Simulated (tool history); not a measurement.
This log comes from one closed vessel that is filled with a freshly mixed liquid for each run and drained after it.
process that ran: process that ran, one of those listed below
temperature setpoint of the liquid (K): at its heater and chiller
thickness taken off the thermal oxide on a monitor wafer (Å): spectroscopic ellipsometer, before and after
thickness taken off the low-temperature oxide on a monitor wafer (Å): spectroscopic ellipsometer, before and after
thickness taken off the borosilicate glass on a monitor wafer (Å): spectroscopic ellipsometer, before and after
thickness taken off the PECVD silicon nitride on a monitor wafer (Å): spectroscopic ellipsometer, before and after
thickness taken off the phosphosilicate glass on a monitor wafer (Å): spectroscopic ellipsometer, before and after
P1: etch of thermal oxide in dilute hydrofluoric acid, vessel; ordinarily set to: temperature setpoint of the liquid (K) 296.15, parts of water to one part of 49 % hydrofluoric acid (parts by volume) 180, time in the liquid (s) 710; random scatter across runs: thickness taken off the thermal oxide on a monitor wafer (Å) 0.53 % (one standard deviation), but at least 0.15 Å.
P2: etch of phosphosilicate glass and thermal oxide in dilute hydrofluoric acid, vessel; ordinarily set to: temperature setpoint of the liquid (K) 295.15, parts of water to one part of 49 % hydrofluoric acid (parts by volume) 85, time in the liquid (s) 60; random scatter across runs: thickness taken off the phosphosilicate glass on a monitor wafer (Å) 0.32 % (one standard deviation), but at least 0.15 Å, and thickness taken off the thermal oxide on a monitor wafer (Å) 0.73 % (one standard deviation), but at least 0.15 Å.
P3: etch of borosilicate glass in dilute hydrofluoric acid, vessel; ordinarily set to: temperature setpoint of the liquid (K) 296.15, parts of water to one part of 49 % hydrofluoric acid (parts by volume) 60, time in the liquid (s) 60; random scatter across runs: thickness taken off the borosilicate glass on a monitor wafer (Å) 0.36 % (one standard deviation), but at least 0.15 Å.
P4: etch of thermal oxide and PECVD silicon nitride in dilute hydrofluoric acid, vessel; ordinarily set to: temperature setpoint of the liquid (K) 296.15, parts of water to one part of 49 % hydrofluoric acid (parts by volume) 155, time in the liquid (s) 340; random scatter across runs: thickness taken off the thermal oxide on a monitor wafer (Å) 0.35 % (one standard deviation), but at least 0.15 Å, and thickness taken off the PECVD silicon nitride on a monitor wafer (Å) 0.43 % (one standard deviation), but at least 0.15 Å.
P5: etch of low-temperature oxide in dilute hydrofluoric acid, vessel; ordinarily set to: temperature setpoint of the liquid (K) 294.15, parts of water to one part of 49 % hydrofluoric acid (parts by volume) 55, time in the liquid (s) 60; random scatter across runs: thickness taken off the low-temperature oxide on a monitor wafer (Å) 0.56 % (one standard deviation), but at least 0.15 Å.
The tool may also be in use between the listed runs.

run	hour	process that ran	temperature setpoint of the liquid (K)	parts of water to one part of 49 % hydrofluoric acid (parts by volume)	time in the liquid (s)	hours since the thermometer was replaced	hours since the hydrofluoric acid flow meter was replaced	thickness taken off the thermal oxide on a monitor wafer (Å)	thickness taken off the low-temperature oxide on a monitor wafer (Å)	thickness taken off the borosilicate glass on a monitor wafer (Å)	thickness taken off the PECVD silicon nitride on a monitor wafer (Å)	thickness taken off the phosphosilicate glass on a monitor wafer (Å)
1	14.2	P1	296.15	180	710	949.6	423.4	161.630				
2	23.2	P1	296.15	180	710	958.6	432.4	160.730				
3	42.1	P5	294.15	55	60	977.5	451.3		185.660			
4	60.2	P3	296.15	60	60	995.6	469.4			167.180		
5	72.5	P3	296.15	95	60	1007.9	481.7			101.450		
6	91.6	P4	296.15	240	340	1027.0	500.8	53.595			33.130	
7	109.4	P5	294.15	55	60	1044.8	518.6		183.560			
8	123.3	P2	295.15	85	30	1058.7	532.5	16.050				241.03
9	138.0	P1	292.15	120	710	1073.4	547.2	222.260				
10	151.7	P1	296.15	260	710	1087.1	560.9	103.170				
11	161.3	P3	296.15	60	35	1096.7	570.5			97.512		
12	169.9	P4	290.15	155	340	1105.3	579.1	71.372			33.879	
13	182.4	P4	296.15	155	570	1117.8	591.6	152.450			85.385	
14	191.0	P5	294.15	55	110	1126.4	600.2		338.500			
15	205.9	P4	296.15	155	340	1141.3	615.1	90.532			50.996	
16	219.7	P1	296.15	55	710	1155.1	628.9	618.230				
17	238.8	P1	290.15	180	710	1174.2	648.0	128.750				
18	247.9	P1	291.65	120	710	1183.3	657.1	216.600				
19	258.4	P3	304.65	60	60	1193.8	667.6			235.370		
20	267.8	P3	296.15	60	60	1203.2	677.0			167.240		
21	284.2	P1	296.15	180	1305	1219.6	693.4	299.490				
22	296.1	P2	303.65	85	60	1231.5	705.3	46.905				672.55
23	310.7	P1	296.15	85	200	1246.1	719.9	108.120				
24	325.7	P1	296.15	180	710	1261.1	734.9	164.430				
25	338.9	P1	296.15	180	220	1274.3	748.1	50.361				
26	348.1	P2	295.15	140	60	1283.5	757.3	18.738				277.72
27	358.2	P2	295.15	85	60	1293.6	767.4	32.982				483.96
28	376.5	P1	300.65	180	710	1311.9	785.7	193.580				
29	386.1	P1	296.15	180	710	1321.5	795.3	162.780				
30	400.3	P5	294.15	105	60	1335.7	809.5		90.466			
31	414.9	P1	296.15	180	710	1350.3	824.1	162.200				
32	433.6	P4	296.15	155	340	1369.0	842.8	90.416			51.094	
33	443.7	P1	296.15	180	710	1379.1	852.9	162.580				
34	458.1	P5	299.15	55	60	1393.5	867.3		227.450			
35	468.4	P1	296.15	180	710	1403.8	877.6	161.450				
36	479.8	P1	296.15	180	710	1415.2	889.0	168.350				
37	488.0	P1	296.15	180	710	1423.4	897.2	169.400				
38	497.6	P1	296.15	180	710	1433.0	906.8	172.510				
39	508.8	P1	296.15	180	710	1444.2	918.0	174.180				
40	521.5	P1	296.15	180	710	1456.9	930.7	174.900				
41	535.9	P1	296.15	180	710	1471.3	945.1	174.090				

P1 has crept away from where it was. The log is fitted equally well by each of these 2 causes, at the sizes shown:
A: hydrofluoric acid flow above the setpoint (%) = 6.24
B: liquid hotter than its thermometer reads (K) = 1.92
The drift started at roughly hour 468.4.

Each of the 4 check runs below uses one wafer; its results are left as question marks. Which run tells the causes apart?
check 1	550.3	P5	298.65	95	60				?			
check 2	550.3	P3	301.15	90	60					?		
check 3	550.3	P4	290.15	155	495			?			?	
check 4	550.3	P2	302.65	85	30			?				?

How each check would come out, cause by cause:
check	result	if A	if B
check 1	thickness taken off the low-temperature oxide on a monitor wafer (Å)	130.420	131.330
check 2	thickness taken off the borosilicate glass on a monitor wafer (Å)	140.530	141.290
check 3	thickness taken off the thermal oxide on a monitor wafer (Å)	111.330	112.270
check 3	thickness taken off the PECVD silicon nitride on a monitor wafer (Å)	52.623	56.554
check 4	thickness taken off the thermal oxide on a monitor wafer (Å)	23.598	23.715
check 4	thickness taken off the phosphosilicate glass on a monitor wafer (Å)	348.08	349.81
Distance between the nearest two causes, measured in the result of the check that separates them most: check 1 0.7 %; check 2 0.54 %; check 3 7.2 %; check 4 0.5 %
The other checks would show nearly matching results whichever cause is true, so check 3 is the only one that separates the causes.

After running check 3, the following was obtained: thickness taken off the thermal oxide on a monitor wafer (Å) 111.830; thickness taken off the PECVD silicon nitride on a monitor wafer (Å) 56.731. Which cause does this point to?

It was cause B: liquid hotter than its thermometer reads (K).
